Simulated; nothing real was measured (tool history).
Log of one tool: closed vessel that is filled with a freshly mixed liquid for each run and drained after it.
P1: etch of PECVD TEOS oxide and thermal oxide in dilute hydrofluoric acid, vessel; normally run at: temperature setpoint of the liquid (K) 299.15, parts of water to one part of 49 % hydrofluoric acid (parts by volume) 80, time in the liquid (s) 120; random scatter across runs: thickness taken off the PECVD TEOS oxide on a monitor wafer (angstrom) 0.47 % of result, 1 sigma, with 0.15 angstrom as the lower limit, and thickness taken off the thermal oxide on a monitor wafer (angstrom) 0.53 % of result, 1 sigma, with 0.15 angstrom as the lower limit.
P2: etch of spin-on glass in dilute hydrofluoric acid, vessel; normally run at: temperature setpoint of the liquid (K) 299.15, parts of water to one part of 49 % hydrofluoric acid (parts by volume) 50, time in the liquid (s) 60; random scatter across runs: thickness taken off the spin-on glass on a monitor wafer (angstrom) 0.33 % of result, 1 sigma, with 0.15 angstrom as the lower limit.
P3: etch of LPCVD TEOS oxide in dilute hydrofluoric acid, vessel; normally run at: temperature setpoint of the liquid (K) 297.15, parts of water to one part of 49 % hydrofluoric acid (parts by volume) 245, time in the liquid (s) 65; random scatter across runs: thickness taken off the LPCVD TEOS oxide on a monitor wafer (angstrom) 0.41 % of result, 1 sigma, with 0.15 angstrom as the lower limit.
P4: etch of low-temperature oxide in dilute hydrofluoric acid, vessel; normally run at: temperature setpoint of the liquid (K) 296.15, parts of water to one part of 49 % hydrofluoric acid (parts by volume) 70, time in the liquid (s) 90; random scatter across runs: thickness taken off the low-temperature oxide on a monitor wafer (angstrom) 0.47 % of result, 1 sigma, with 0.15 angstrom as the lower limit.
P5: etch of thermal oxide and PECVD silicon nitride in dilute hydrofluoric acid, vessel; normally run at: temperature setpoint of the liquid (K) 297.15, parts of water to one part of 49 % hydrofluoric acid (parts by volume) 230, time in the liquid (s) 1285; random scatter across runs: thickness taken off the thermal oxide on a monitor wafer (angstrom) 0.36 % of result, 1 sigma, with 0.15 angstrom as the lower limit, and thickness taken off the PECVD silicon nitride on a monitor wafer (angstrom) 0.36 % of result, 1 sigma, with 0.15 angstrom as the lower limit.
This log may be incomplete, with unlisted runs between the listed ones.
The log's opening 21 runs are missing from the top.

run	hour	process that ran	temperature setpoint of the liquid (K)	parts of water to one part of 49 % hydrofluoric acid (parts by volume)	time in the liquid (s)	hours since the thermometer was replaced	hours since the hydrofluoric acid flow meter was replaced	thickness taken off the PECVD TEOS oxide on a monitor wafer (angstrom)	thickness taken off the thermal oxide on a monitor wafer (angstrom)	thickness taken off the low-temperature oxide on a monitor wafer (angstrom)	thickness taken off the PECVD silicon nitride on a monitor wafer (angstrom)	thickness taken off the spin-on glass on a monitor wafer (angstrom)	thickness taken off the LPCVD TEOS oxide on a monitor wafer (angstrom)
22	153.7	P2	304.15	50	60	494.3	459.6					807.46	
23	163	P2	299.15	90	60	503.6	468.9					347.12	
24	171.5	P1	299.15	80	120	512.1	477.4	257.31	79.558				
25	177.8	P1	292.65	35	120	518.4	483.7	477.27	148.22				
26	182.8	P3	297.15	245	30	523.4	488.7						49.617
27	189	P1	299.15	145	120	529.6	494.9	131.88	40.685				
28	198.1	P3	297.15	125	65	538.7	504						241.49
29	205	P1	299.15	80	35	545.6	510.9	76.1	23.279				
30	211	P1	299.15	80	205	551.6	516.9	441.24	136.26				
31	219.3	P1	299.15	80	120	559.9	525.2	259.77	79.615				
32	228	P1	299.15	80	120	568.6	533.9	257.99	78.658				
33	234.7	P1	299.15	80	120	575.3	540.6	255.19	77.405				

Run 34, settings as shown, results not yet in. Your forecast:
34	242.4	P1	299.15	80	120	583	548.3	?	?				

Run 34 yielded thickness taken off the PECVD TEOS oxide on a monitor wafer (angstrom) 249.67, thickness taken off the thermal oxide on a monitor wafer (angstrom) 76.753.

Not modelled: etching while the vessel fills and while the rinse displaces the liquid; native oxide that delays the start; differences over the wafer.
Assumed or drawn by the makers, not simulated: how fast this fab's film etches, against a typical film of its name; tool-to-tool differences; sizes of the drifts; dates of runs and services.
